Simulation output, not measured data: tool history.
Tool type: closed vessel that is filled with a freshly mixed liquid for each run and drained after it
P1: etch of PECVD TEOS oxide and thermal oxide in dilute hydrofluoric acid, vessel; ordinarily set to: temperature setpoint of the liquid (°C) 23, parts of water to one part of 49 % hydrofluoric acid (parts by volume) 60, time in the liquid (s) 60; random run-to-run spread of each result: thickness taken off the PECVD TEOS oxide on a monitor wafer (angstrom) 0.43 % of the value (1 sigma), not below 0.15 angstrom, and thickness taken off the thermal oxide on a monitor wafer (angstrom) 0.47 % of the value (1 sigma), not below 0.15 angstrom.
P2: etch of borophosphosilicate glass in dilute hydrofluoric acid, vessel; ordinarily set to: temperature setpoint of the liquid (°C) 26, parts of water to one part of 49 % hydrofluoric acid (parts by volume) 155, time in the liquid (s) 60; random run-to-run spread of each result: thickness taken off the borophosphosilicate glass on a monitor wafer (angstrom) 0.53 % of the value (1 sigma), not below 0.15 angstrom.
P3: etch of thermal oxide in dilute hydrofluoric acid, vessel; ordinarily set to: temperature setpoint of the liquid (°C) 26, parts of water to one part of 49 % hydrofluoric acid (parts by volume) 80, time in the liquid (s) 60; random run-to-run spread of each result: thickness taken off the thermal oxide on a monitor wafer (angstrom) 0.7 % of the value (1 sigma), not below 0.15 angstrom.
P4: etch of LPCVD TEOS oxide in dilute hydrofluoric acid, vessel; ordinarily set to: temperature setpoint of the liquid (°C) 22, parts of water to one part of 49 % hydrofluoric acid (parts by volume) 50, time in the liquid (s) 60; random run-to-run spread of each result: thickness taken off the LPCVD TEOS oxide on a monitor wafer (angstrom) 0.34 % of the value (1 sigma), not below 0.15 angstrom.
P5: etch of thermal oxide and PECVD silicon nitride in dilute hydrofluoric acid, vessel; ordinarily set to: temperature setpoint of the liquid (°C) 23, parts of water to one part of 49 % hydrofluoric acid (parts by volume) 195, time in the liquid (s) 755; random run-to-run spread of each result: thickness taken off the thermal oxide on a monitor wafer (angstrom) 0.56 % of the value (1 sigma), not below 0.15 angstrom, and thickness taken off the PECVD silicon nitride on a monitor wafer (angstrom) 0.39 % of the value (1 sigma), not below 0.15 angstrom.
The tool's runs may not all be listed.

run	hour	process that ran	temperature setpoint of the liquid (°C)	parts of water to one part of 49 % hydrofluoric acid (parts by volume)	time in the liquid (s)	thickness taken off the PECVD TEOS oxide on a monitor wafer (angstrom)	thickness taken off the thermal oxide on a monitor wafer (angstrom)	thickness taken off the LPCVD TEOS oxide on a monitor wafer (angstrom)	thickness taken off the PECVD silicon nitride on a monitor wafer (angstrom)	thickness taken off the borophosphosilicate glass on a monitor wafer (angstrom)
1	4.8	P1	23	60	60	86.893	46.64			
2	11.5	P1	23	60	30	43.634	23.401			
3	20.3	P4	22	50	90			388.17		
4	27.3	P1	23	100	30	24.835	13.41			
5	36.9	P1	23	100	60	49.503	26.166			
6	44.1	P4	22	50	60			259.47		
7	54	P5	23	195	1165		235.83		153.01	
8	63.3	P3	26	80	30		19.737			
9	70.6	P1	23	35	60	153.13	81.825			
10	79.4	P2	18.5	155	60					100.22
11	89.3	P4	22	50	60			258.87		
12	96.4	P2	26	155	60					133.94
13	101.4	P5	23	70	755		492.13		271.24	
14	110	P3	22	80	60		33.993			
15	118.2	P1	23	60	60	87.42	45.695			
16	123.8	P3	26	40	60		84.558			
17	133	P4	30.5	50	60			362.8		
18	142.8	P3	26	80	60		39.453			
# hour 142.9: hydrofluoric acid flow meter replaced
19	149.3	P2	26	285	60					62.789
20	158.4	P5	23	195	755		153.37		98.792	
21	165.1	P1	17.5	60	60	68.916	36.427			
22	174.1	P1	23	80	30	31.365	16.666			
23	178.9	P2	26	155	60					135.48
24	183.2	P4	22	90	60			137.16		
25	191.6	P1	23	60	60	86.702	45.578			
26	197.6	P5	17	195	755		122.05		66.707	
27	203.9	P1	27.5	60	60	104.31	54.789			
28	210.2	P2	26	155	120					268.65
29	216.9	P1	23	60	60	86.401	45.581			
30	224.7	P1	23	60	110	159.02	84.625			
31	231.6	P5	23	195	755		152.32		98.413	
32	238.6	P1	23	60	60	86.605	45.679			
33	248	P1	23	60	60	88.678	47.532			
34	252.8	P1	23	60	60	90.38	48.154			
35	262.4	P1	23	60	60	91.27	47.988			
36	271.3	P1	23	60	60	92.119	49.077			
37	279.8	P1	23	60	60	92.014	49.467			
38	287.3	P1	23	60	60	93.333	48.834			
39	296	P1	23	60	60	92.892	48.976			
40	304.9	P1	23	60	60	93.866	49.183			
41	309.4	P1	23	60	60	92.836	49.874			
42	315.4	P1	23	60	60	94.481	49.743			
43	322.3	P1	23	60	60	93.861	49.446			

What P1 gives has crept off from where it sat before. The 2 causes that follow fit the log equally well, each at the size noted:
A: liquid hotter than its thermometer reads (K) = 1.83
B: hydrofluoric acid flow above the setpoint (%) = 7.19
The creep began at about hour 238.6.

Consider the 4 single-wafer check runs listed below, results given as question marks: which one distinguishes between the causes by giving clearly different results for each?
check 1	329.2	P3	26	40	30		?			
check 2	329.2	P4	22	80	60			?		
check 3	329.2	P5	19.5	195	1015		?		?	
check 4	329.2	P2	20	155	115					?

Check results expected under each cause:
check	result	if A	if B
check 1	thickness taken off the thermal oxide on a monitor wafer (angstrom)	45.095	45.045
check 2	thickness taken off the LPCVD TEOS oxide on a monitor wafer (angstrom)	167.63	167.92
check 3	thickness taken off the thermal oxide on a monitor wafer (angstrom)	193.34	195.62
check 3	thickness taken off the PECVD silicon nitride on a monitor wafer (angstrom)	119.38	113.28
check 4	thickness taken off the borophosphosilicate glass on a monitor wafer (angstrom)	218.73	220.56
Smallest distance between any two causes, each pair judged by its most separating result, in per cent: check 1 0.11 %; check 2 0.17 %; check 3 5.25 %; check 4 0.83 %
Of the check runs offered, only check 3 discriminates between the causes; the rest would read about the same regardless of which cause applies.

Check 3 was carried out, with these results: thickness taken off the thermal oxide on a monitor wafer (angstrom) 195.84; thickness taken off the PECVD silicon nitride on a monitor wafer (angstrom) 113.44. Which of the listed causes is responsible?

It was cause B: hydrofluoric acid flow above the setpoint (%).
